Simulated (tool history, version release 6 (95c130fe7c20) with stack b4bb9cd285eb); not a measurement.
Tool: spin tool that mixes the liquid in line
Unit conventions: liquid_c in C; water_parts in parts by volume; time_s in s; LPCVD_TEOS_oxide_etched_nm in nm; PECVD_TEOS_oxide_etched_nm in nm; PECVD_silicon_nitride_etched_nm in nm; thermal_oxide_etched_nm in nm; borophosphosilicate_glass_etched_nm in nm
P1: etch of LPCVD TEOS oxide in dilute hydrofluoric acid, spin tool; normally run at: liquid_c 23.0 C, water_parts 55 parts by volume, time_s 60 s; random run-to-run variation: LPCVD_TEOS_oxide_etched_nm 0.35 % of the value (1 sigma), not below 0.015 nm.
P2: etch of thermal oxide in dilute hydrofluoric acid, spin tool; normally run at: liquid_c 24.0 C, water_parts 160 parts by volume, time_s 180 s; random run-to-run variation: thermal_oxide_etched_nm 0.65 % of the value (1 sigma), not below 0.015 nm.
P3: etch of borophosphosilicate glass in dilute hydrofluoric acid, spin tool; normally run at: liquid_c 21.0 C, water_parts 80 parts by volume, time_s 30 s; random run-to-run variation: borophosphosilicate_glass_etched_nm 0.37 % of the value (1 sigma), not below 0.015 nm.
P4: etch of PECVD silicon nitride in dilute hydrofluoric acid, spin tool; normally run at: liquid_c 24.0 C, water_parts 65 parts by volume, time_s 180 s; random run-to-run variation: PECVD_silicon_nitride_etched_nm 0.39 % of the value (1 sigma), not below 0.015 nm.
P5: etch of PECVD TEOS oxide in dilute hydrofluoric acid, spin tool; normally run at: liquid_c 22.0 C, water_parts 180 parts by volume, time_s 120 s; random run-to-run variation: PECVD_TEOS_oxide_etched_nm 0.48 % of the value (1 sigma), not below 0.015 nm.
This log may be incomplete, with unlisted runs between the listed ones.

run	hour	process	liquid_c	water_parts	time_s	hours since the thermometer was replaced	hours since the hydrofluoric acid flow meter was replaced	LPCVD_TEOS_oxide_etched_nm	PECVD_TEOS_oxide_etched_nm	PECVD_silicon_nitride_etched_nm	thermal_oxide_etched_nm	borophosphosilicate_glass_etched_nm
1	2.8	P1	23.0	55	60	1943.6	123.0	43.362				
2	5.6	P5	22.0	180	120	1946.4	125.8		5.2959			
3	8.6	P1	23.0	55	60	1949.4	128.8	43.258				
4	12.2	P4	17.0	65	180	1953.0	132.4			9.6108		
5	16.6	P1	23.0	55	60	1957.4	136.8	43.164				
6	21.2	P1	23.0	105	60	1962.0	141.4	21.360				
7	26.0	P4	24.0	20	180	1966.8	146.2			48.6000		
8	32.1	P1	23.0	55	95	1972.9	152.3	68.532				
9	38.2	P1	23.0	55	60	1979.0	158.4	43.296				
10	43.2	P2	24.0	160	180	1984.0	163.4				4.7158	
11	48.1	P5	22.0	180	120	1988.9	168.3		5.2515			
12	51.9	P2	24.0	160	80	1992.7	172.1				2.0737	
# hour 52.4: hydrofluoric acid flow meter replaced
13	57.4	P2	29.5	160	180	1998.2	5.0				5.8119	
14	63.2	P1	23.0	20	60	2004.0	10.8	124.230				
15	65.9	P2	24.0	25	180	2006.7	13.5				36.3930	
16	68.9	P3	21.0	80	15	2009.7	16.5					7.9793
17	72.7	P3	21.0	80	30	2013.5	20.3					15.9790
18	77.0	P1	30.0	80	60	2017.8	24.6	38.132				
19	80.4	P1	23.0	55	60	2021.2	28.0	43.298				
20	84.9	P4	24.0	65	360	2025.7	32.5			30.9320		
21	89.4	P1	23.0	30	25	2030.2	37.0	34.052				
22	93.7	P5	27.0	180	120	2034.5	41.3		6.3463			
23	97.1	P5	22.0	75	120	2037.9	44.7		14.1360			
24	99.9	P1	29.5	55	60	2040.7	47.5	56.003				
25	103.4	P1	17.5	55	60	2044.2	51.0	34.646				
26	108.7	P1	23.0	55	60	2049.5	56.3	43.496				
27	111.9	P1	23.0	55	15	2052.7	59.5	10.844				
28	117.8	P3	17.0	80	30	2058.6	65.4					13.3510
29	122.4	P4	24.0	65	180	2063.2	70.0			15.4580		
30	125.8	P5	22.0	180	35	2066.6	73.4		1.5358			
31	128.7	P3	21.0	40	30	2069.5	76.3					33.2960
32	134.7	P1	23.0	55	60	2075.5	82.3	43.359				
33	139.7	P1	23.0	55	60	2080.5	87.3	43.622				
34	143.7	P1	23.0	55	60	2084.5	91.3	44.530				
35	149.0	P1	23.0	55	60	2089.8	96.6	45.531				
36	153.8	P1	23.0	55	60	2094.6	101.4	45.594				
37	157.9	P1	23.0	55	60	2098.7	105.5	46.098				
38	160.8	P1	23.0	55	60	2101.6	108.4	46.399				
39	164.3	P1	23.0	55	60	2105.1	111.9	46.492				
40	170.2	P1	23.0	55	60	2111.0	117.8	46.402				
41	173.6	P1	23.0	55	60	2114.4	121.2	46.910				
42	178.0	P1	23.0	55	60	2118.8	125.6	46.465				
43	181.6	P1	23.0	55	60	2122.4	129.2	46.800				
44	184.7	P1	23.0	55	60	2125.5	132.3	46.825				

The output of P1 has drifted from where it used to be. Each of the 2 causes below, taken at the size shown beside it, accounts for the log equally well:
A: liquid hotter than its thermometer reads (K) = 1.86
B: hydrofluoric acid flow above the setpoint (%) = 7.39
The process output started creeping at around hour 139.7.

Each of the 4 check runs below uses one wafer; its results are left as question marks. Which run tells the causes apart?
check 1	187.8	P5	22.0	110	120				?			
check 2	187.8	P3	17.0	80	15							?
check 3	187.8	P2	24.0	35	180						?	
check 4	187.8	P4	19.5	65	350					?		

How each check would come out, cause by cause:
check	result	if A	if B
check 1	PECVD_TEOS_oxide_etched_nm	10.0050	10.0670
check 2	borophosphosilicate_glass_etched_nm	7.2472	7.2365
check 3	thermal_oxide_etched_nm	27.2990	27.2350
check 4	PECVD_silicon_nitride_etched_nm	25.1540	23.7220
Smallest distance between any two causes, each pair judged by its most separating result, in per cent: check 1 0.62 %; check 2 0.15 %; check 3 0.24 %; check 4 5.86 %
Only check 4 tells the causes apart: in the others they would give nearly the same result.

With check 4 done, the readings were: PECVD_silicon_nitride_etched_nm 23.8800 nm. Identify which of the listed causes applies.

The correct cause is B, namely: hydrofluoric acid flow above the setpoint (%).
